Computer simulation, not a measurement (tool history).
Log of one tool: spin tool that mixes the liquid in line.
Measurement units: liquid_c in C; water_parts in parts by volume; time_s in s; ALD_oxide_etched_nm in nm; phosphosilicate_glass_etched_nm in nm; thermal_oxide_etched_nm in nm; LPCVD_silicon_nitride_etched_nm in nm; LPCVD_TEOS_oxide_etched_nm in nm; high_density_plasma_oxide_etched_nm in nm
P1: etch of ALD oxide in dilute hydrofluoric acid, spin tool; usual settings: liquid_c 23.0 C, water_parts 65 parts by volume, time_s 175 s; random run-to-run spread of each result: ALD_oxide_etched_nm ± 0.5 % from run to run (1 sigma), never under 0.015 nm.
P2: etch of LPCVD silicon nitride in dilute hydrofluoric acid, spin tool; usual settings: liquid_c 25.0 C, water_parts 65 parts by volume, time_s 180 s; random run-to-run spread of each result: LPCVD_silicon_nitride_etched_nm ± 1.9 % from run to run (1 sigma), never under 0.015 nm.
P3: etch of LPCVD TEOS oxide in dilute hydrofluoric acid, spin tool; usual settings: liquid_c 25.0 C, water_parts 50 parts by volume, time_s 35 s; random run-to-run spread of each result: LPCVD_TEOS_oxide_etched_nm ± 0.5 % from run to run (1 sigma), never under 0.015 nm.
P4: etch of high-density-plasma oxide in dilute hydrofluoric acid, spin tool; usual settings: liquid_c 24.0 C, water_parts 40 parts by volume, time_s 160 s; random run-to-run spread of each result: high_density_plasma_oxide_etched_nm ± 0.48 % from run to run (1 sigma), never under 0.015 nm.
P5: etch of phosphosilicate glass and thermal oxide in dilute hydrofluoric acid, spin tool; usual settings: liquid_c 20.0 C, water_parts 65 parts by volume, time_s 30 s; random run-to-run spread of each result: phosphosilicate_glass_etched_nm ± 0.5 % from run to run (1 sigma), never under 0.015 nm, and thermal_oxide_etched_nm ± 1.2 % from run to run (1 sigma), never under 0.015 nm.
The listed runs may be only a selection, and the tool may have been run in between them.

run   hour  process  liquid_c  water_parts  time_s  ALD_oxide_etched_nm  phosphosilicate_glass_etched_nm  thermal_oxide_etched_nm  LPCVD_silicon_nitride_etched_nm  LPCVD_TEOS_oxide_etched_nm  high_density_plasma_oxide_etched_nm
  1   12.6       P1      23.0           65     175              29.8470
  2   19.8       P5      17.0           65      30                                                47.751                   1.8055
  3   29.4       P2      25.0           65      55                                                                                                         0.40204
  4   35.4       P1      23.0           65     175              29.8220
  5   46.0       P3      25.0           80      35                                                                                                                                      25.987
  6   57.4       P1      23.0           65      25               4.2149
  7   69.3       P3      25.0           50      35                                                                                                                                      43.427
  8   75.7       P1      23.0          110      75               7.1077
  9   85.2       P1      23.0           65     175              29.5990
 10   95.4       P4      24.0           20     160                                                                                                                                                                          45.2010
 11  103.4       P2      25.0           65     180                                                                                                         1.36540
 12  115.1       P1      23.0           25     175              81.1850
 13  126.4       P1      23.0           65     175              30.0100
 14  134.4       P3      25.0           50      35                                                                                                                                      43.127
 15  143.3       P3      25.0           50      15                                                                                                                                      18.708
 16  155.5       P5      20.0          105      30                                                31.949                   1.1669
 17  167.2       P1      23.0           65     175              29.7320
 18  175.1       P3      19.5           50      35                                                                                                                                      34.527
 19  184.8       P5      20.0           65      60                                               108.050                   4.0336
     188.9  -- thermometer replaced
 20  190.8       P1      19.0           65     320              45.8810
 21  197.6       P1      23.0           65     350              59.5090
 22  210.0       P4      24.0           40      25                                                                                                                                                                           3.4671
 23  216.1       P4      29.5           40     160                                                                                                                                                                          27.4880
 24  227.6       P1      18.5           65     175              24.3950
 25  233.8       P1      23.0           65     175              29.6000
 26  246.5       P2      31.5           65     180                                                                                                         1.95980
 27  258.2       P1      23.0           65     175              29.7840
 28  269.3       P1      29.0           65     175              37.7380
 29  279.0       P2      25.0           90     180                                                                                                         1.00310
 30  288.1       P5      20.0           65      30                                                54.138                   2.0235
 31  295.3       P4      24.0           40     160                                                                                                                                                                          22.2270
 32  304.0       P1      23.0           85     175              21.8980

Run 33 comes next. What will it give?
 33  310.4       P1      23.0           65     175                    ?

{"run 33": {"ALD_oxide_etched_nm": 29.727}}
